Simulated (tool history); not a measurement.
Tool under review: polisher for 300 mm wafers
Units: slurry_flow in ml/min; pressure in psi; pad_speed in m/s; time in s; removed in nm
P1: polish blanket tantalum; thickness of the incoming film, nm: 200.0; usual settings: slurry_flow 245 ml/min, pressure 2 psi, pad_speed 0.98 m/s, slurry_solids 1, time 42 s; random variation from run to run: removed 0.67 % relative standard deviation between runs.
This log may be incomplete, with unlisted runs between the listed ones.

run  hour  slurry_flow  pressure  pad_speed  slurry_solids  time  removed
  1   2.7          245         2       0.98              1    42   67.554
  2   5.9          245       3.2       0.98              1    42   108.33
  3   9.3          180         2       0.98              1    42   64.797
  4  14.4          245         2       0.98              1    42     67.3
  5  19.6          245         2        1.5           0.75    42   95.099
     20.4  -- head pressure recalibrated
  6  23.1          245       1.3       0.98              1    42   44.004
  7  25.7          245         2       0.98              1    31   49.104
  8  28.8          245         2       0.64              1    42   43.385
  9  33.9          245         2       0.98              1    42   67.717
 10  38.4          245         2       0.98            0.6    42   56.638
 11  41.8          365         2       0.98              1    42    70.64
 12  44.8          245         2       0.98              1    42   67.493
 13  47.4          245         2       0.98              1    58   93.187
 14  52.7          245         2       0.98              1    42   67.263
 15  57.3          245         2       0.98            1.4    42   73.254
 16  61.3          245         2       1.54              1    42   106.26
 17  64.3          245         2       0.98              1    42   68.138
 18  69.5          245       0.9       0.98              1    23   16.672
 19  72.1          245         2       0.98              1    42   66.401
 20  75.7          245         2       0.98              1    42   64.962
 21  79.4          245         2       0.98              1    42   63.186
     82.2  -- slurry nozzle cleaned
 22  83.6          245         2       0.98              1    42   61.369
     84.3  -- head pressure recalibrated
 23  87.2          245         2       0.98              1    42   60.501
 24  90.8          245         2       0.98              1    42   59.873
 25  93.1          245         2       0.98              1    42   59.838
 26  95.9          245         2       0.98              1    42   59.473

The log shows P1 creeping away from where it was. Any of the 2 causes listed here, at the size stated for it, fits the log just as well as the others:
A: abrasive missing from the slurry, % = 31.7
B: removal rate lost through wear of the pad, % = 11.7
At approximately hour 72.1, the process output began to creep.
Why every other cause is out:
slurry flow missing at the pad, %: maintenance at hour 82.2, after the shift began, did not return the process to its former output
head's pressure below its setpoint, %: maintenance at hour 84.3, after the shift began, did not return the process to its former output

Each of the check runs listed below is run on 5 wafers and reports their average, with the results left as question marks. Pick the one under which the possible causes would lead to clearly different results.
check 1  98.7          245       2.8       0.98           0.75    42        ?
check 2  98.7          245       2.7       0.98              1    42        ?
check 3  98.7          245         2        1.4              1    52        ?
check 4  98.7          245       1.4        0.7              1    42        ?

How each check would come out, cause by cause:
  check   result    if A    if B
check 1  removed  74.389  76.289
check 2  removed  80.563  80.571
check 3  removed  105.55  105.56
check 4  removed  29.838  29.841
Per check, the gap between the least separated pair of causes, taken in the result that splits them most: check 1 2.52 %; check 2 0.01 %; check 3 0.01 %; check 4 0.01 %
The causes can be told apart only by check 1. The other checks would give nearly the same results under each of them.

Check 1 was carried out, with these results: removed 74.388 nm. Which of the listed causes is responsible?

It is A: abrasive missing from the slurry, %.

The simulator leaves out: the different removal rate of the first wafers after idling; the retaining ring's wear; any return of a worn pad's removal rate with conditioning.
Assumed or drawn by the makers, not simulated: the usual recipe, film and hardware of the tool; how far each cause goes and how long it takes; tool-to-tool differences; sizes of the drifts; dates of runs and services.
